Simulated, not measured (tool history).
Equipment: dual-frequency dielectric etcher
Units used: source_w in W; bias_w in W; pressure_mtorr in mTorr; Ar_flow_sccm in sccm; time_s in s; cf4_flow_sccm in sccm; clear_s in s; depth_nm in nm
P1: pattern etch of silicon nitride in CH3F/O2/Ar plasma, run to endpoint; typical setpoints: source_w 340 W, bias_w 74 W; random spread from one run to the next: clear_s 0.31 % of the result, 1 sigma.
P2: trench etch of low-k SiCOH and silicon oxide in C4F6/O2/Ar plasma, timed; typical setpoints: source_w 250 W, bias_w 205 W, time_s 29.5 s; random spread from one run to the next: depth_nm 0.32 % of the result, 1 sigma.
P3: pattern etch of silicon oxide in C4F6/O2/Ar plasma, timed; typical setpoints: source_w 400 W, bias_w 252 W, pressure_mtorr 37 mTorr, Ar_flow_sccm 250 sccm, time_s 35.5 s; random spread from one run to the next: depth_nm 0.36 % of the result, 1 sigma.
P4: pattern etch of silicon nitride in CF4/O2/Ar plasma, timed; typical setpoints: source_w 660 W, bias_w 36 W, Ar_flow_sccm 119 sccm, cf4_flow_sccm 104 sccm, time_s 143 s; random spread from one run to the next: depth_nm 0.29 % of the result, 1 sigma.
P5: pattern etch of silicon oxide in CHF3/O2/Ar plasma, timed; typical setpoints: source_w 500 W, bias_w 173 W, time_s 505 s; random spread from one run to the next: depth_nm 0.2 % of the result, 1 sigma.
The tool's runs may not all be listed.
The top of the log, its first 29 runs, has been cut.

| run | hour | process | source_w | bias_w | pressure_mtorr | Ar_flow_sccm | time_s | cf4_flow_sccm | hours since the last wet clean | hours since the last source power generator calibration | hours since the last bias power generator calibration | clear_s | depth_nm |
|---|---|---|---|---|---|---|---|---|---|---|---|---|---|
| 30 | 345.2 | P3 | 400 | 252 | 37 | 250 | 35.5 |  | 556.8 | 1137.4 | 2231.4 |  | 124.56 |
| 31 | 352.4 | P4 | 660 | 36 |  | 119 | 143 | 71 | 564 | 1144.6 | 2238.6 |  | 270.43 |
| 32 | 366.6 | P2 | 250 | 205 |  |  | 21.5 |  | 578.2 | 1158.8 | 2252.8 |  | 58.838 |
| 33 | 376 | P5 | 330 | 173 |  |  | 505 |  | 587.6 | 1168.2 | 2262.2 |  | 786.31 |
| 34 | 385.6 | P3 | 400 | 252 | 37 | 159 | 35.5 |  | 597.2 | 1177.8 | 2271.8 |  | 131.79 |
| 35 | 401.1 | P4 | 660 | 43 |  | 119 | 143 | 104 | 612.7 | 1193.3 | 2287.3 |  | 305.23 |
| 36 | 412.6 | P1 | 340 | 74 |  |  |  |  | 624.2 | 1204.8 | 2298.8 | 52.805 |  |
| 37 | 423.7 | P1 | 340 | 74 |  |  |  |  | 635.3 | 1215.9 | 2309.9 | 53.495 |  |
| 38 | 439.6 | P1 | 340 | 74 |  |  |  |  | 651.2 | 1231.8 | 2325.8 | 53.498 |  |
| 39 | 452.5 | P1 | 340 | 74 |  |  |  |  | 664.1 | 1244.7 | 2338.7 | 53.887 |  |
| 40 | 464.2 | P1 | 340 | 74 |  |  |  |  | 675.8 | 1256.4 | 2350.4 | 53.842 |  |
| 41 | 473.2 | P1 | 340 | 74 |  |  |  |  | 684.8 | 1265.4 | 2359.4 | 53.712 |  |
| 42 | 483.7 | P1 | 340 | 74 |  |  |  |  | 695.3 | 1275.9 | 2369.9 | 53.888 |  |

Expected results for the next run?
| 43 | 499.7 | P1 | 340 | 74 |  |  |  |  | 711.3 | 1291.9 | 2385.9 | ? |  |

clear_s: 53.807 s
